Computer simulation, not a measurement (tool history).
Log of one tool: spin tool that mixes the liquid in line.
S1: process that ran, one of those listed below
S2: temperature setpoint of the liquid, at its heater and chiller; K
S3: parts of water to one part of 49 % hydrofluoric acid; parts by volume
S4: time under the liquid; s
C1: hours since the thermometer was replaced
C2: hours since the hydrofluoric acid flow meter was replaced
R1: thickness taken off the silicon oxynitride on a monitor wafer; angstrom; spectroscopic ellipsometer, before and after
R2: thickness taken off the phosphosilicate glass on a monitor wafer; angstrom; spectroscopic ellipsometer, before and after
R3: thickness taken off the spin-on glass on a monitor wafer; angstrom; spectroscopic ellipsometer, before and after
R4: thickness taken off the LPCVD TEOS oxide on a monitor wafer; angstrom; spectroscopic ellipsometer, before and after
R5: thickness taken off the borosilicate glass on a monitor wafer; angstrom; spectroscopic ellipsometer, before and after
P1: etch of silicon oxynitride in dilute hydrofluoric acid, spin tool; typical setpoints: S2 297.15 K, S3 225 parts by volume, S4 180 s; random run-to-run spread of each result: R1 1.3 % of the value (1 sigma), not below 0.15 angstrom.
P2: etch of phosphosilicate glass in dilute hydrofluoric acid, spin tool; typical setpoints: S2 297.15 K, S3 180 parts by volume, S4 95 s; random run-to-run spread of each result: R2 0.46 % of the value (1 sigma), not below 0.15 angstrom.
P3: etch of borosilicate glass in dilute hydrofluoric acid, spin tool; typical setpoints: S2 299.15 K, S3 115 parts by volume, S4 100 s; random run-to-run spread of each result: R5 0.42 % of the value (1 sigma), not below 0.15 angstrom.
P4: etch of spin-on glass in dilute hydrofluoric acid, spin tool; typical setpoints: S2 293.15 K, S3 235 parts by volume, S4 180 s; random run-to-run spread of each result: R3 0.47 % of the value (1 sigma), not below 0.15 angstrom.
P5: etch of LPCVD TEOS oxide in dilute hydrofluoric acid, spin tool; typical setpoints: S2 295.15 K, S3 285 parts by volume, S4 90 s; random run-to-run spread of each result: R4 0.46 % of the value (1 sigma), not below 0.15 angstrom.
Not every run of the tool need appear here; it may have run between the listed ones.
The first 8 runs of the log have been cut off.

| run | hour | S1 | S2 | S3 | S4 | C1 | C2 | R1 | R2 | R3 | R4 | R5 |
|---|---|---|---|---|---|---|---|---|---|---|---|---|
| 9 | 90.1 | P1 | 297.15 | 225 | 180 | 1832.3 | 574.5 | 20.724 |  |  |  |  |
| 10 | 97.8 | P4 | 293.15 | 45 | 180 | 1840 | 582.2 |  |  | 1014 |  |  |
| 11 | 108 | P1 | 297.15 | 225 | 180 | 1850.2 | 592.4 | 20.936 |  |  |  |  |
| 12 | 119.9 | P5 | 295.15 | 285 | 15 | 1862.1 | 604.3 |  |  |  | 14.828 |  |
| 13 | 130.9 | P3 | 294.65 | 115 | 100 | 1873.1 | 615.3 |  |  |  |  | 251.49 |
| 14 | 143.5 | P4 | 293.15 | 235 | 180 | 1885.7 | 627.9 |  |  | 156.38 |  |  |
| 15 | 154.4 | P1 | 305.15 | 225 | 180 | 1896.6 | 638.8 | 29.865 |  |  |  |  |
| 16 | 161.8 | P2 | 297.15 | 30 | 95 | 1904 | 646.2 |  | 2078.4 |  |  |  |
| 17 | 170.3 | P3 | 299.15 | 115 | 100 | 1912.5 | 654.7 |  |  |  |  | 296.26 |
| 18 | 179.8 | P1 | 297.15 | 225 | 180 | 1922 | 664.2 | 21.193 |  |  |  |  |
| 19 | 192.2 | P1 | 297.15 | 225 | 180 | 1934.4 | 676.6 | 20.605 |  |  |  |  |
| 20 | 202.9 | P5 | 295.15 | 285 | 90 | 1945.1 | 687.3 |  |  |  | 89.794 |  |
|  | 211.2 | thermometer replaced |
| 21 | 214.3 | P1 | 297.15 | 225 | 180 | 3.1 | 698.7 | 20.435 |  |  |  |  |
| 22 | 222.9 | P4 | 290.15 | 235 | 180 | 11.7 | 707.3 |  |  | 139.27 |  |  |
|  | 229.9 | hydrofluoric acid flow meter replaced |
| 23 | 233.1 | P1 | 292.65 | 225 | 180 | 21.9 | 3.3 | 16.566 |  |  |  |  |
| 24 | 241.8 | P1 | 297.15 | 85 | 180 | 30.6 | 12 | 62.086 |  |  |  |  |
| 25 | 249.5 | P2 | 297.15 | 180 | 95 | 38.3 | 19.7 |  | 287.08 |  |  |  |

For run 26, what comes out?
| 26 | 255.8 | P2 | 305.15 | 180 | 95 | 44.6 | 26 |  | ? |  |  |  |

R2: 380.27 angstrom
